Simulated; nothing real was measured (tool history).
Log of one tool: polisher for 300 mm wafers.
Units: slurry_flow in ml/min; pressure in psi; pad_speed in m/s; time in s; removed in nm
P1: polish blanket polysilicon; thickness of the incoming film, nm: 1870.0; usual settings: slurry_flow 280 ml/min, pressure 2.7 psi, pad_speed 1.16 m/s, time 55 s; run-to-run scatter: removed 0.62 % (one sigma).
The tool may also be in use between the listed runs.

run	hour	slurry_flow	pressure	pad_speed	time	wafers polished on this pad	hours since the slurry nozzle was cleaned	hours since the head pressure was calibrated	removed
1	10.0	280	2.7	1.16	55	223	456.7	166.2	537.10
2	17.8	280	2.7	1.16	76	313	464.5	174.0	745.27
3	28.4	405	3.9	1.16	55	435	475.1	184.6	795.09
4	38.3	280	2.7	1.16	55	549	485.0	194.5	540.43
5	46.4	280	1.7	1.16	55	642	493.1	202.6	339.75
6	56.3	280	2.7	1.52	55	757	503.0	212.5	699.00
7	65.0	170	2.7	1.16	55	857	511.7	221.2	503.81
8	76.4	280	2.7	0.58	55	988	523.1	232.6	268.15
# hour 81.3: worn pad replaced by a new one
9	88.3	435	2.7	1.16	55	80	535.0	244.5	557.84
10	93.9	280	2.7	1.16	55	145	540.6	250.1	534.88
11	101.9	280	3.7	1.16	55	237	548.6	258.1	740.57
12	113.0	280	2.7	1.16	55	365	559.7	269.2	535.12
13	119.3	280	2.7	1.16	55	438	566.0	275.5	536.61
14	126.8	205	2.7	1.16	26	524	573.5	283.0	245.64
15	132.9	280	1.6	0.74	55	595	579.6	289.1	202.04
16	138.1	280	2.7	1.16	55	655	584.8	294.3	535.12
17	144.9	280	2.7	1.16	55	733	591.6	301.1	535.14
18	151.7	280	2.7	1.16	28	812	598.4	307.9	271.82
19	162.9	280	2.7	1.16	55	941	609.6	319.1	537.51
20	174.0	280	2.7	1.16	55	1069	620.7	330.2	526.06
21	184.6	280	2.7	1.16	55	1191	631.3	340.8	520.40
22	192.7	280	2.7	1.16	55	1284	639.4	348.9	521.92
23	198.0	280	2.7	1.16	55	1346	644.7	354.2	515.66
24	205.1	280	2.7	1.16	55	1427	651.8	361.3	511.57
25	216.9	280	2.7	1.16	55	1564	663.6	373.1	508.77
26	226.9	280	2.7	1.16	55	1679	673.6	383.1	509.17
# hour 227.2: worn pad replaced by a new one
27	232.7	280	2.7	1.16	55	63	679.4	388.9	510.01
28	238.1	280	2.7	1.16	55	125	684.8	394.3	508.65
29	249.0	280	2.7	1.16	55	251	695.7	405.2	508.82

What P1 gives has crept away from where it was. These 2 causes fit the log equally well, each at the size given:
A: head's pressure below its setpoint, % = 5.74
B: slurry flow missing at the pad, % = 38.6
The creep began at about hour 162.9.
Why every other cause is out:
removal rate lost through wear of the pad, %: serviced at hour 227.2, which brought nothing back

4 check runs are offered, each on 3 wafers whose results are averaged, their results left as question marks. Which one tells the causes apart?
check 1	259.9	280	2.7	0.80	55				?
check 2	259.9	280	2.7	0.82	55				?
check 3	259.9	190	2.7	1.16	55				?
check 4	259.9	280	1.9	1.16	30				?

What each check would give under each cause:
check	result	if A	if B
check 1	removed	349.45	349.44
check 2	removed	358.19	358.18
check 3	removed	484.55	472.18
check 4	removed	194.49	194.49
How far apart the two closest causes lie, in the result that separates them most: check 1 0 %; check 2 0 %; check 3 2.59 %; check 4 0 %
Only check 3 tells the causes apart: in the others they would give nearly the same result.

Then check 3 was run and gave: removed 487.14 nm. Which cause is it?

It is A: head's pressure below its setpoint, %.
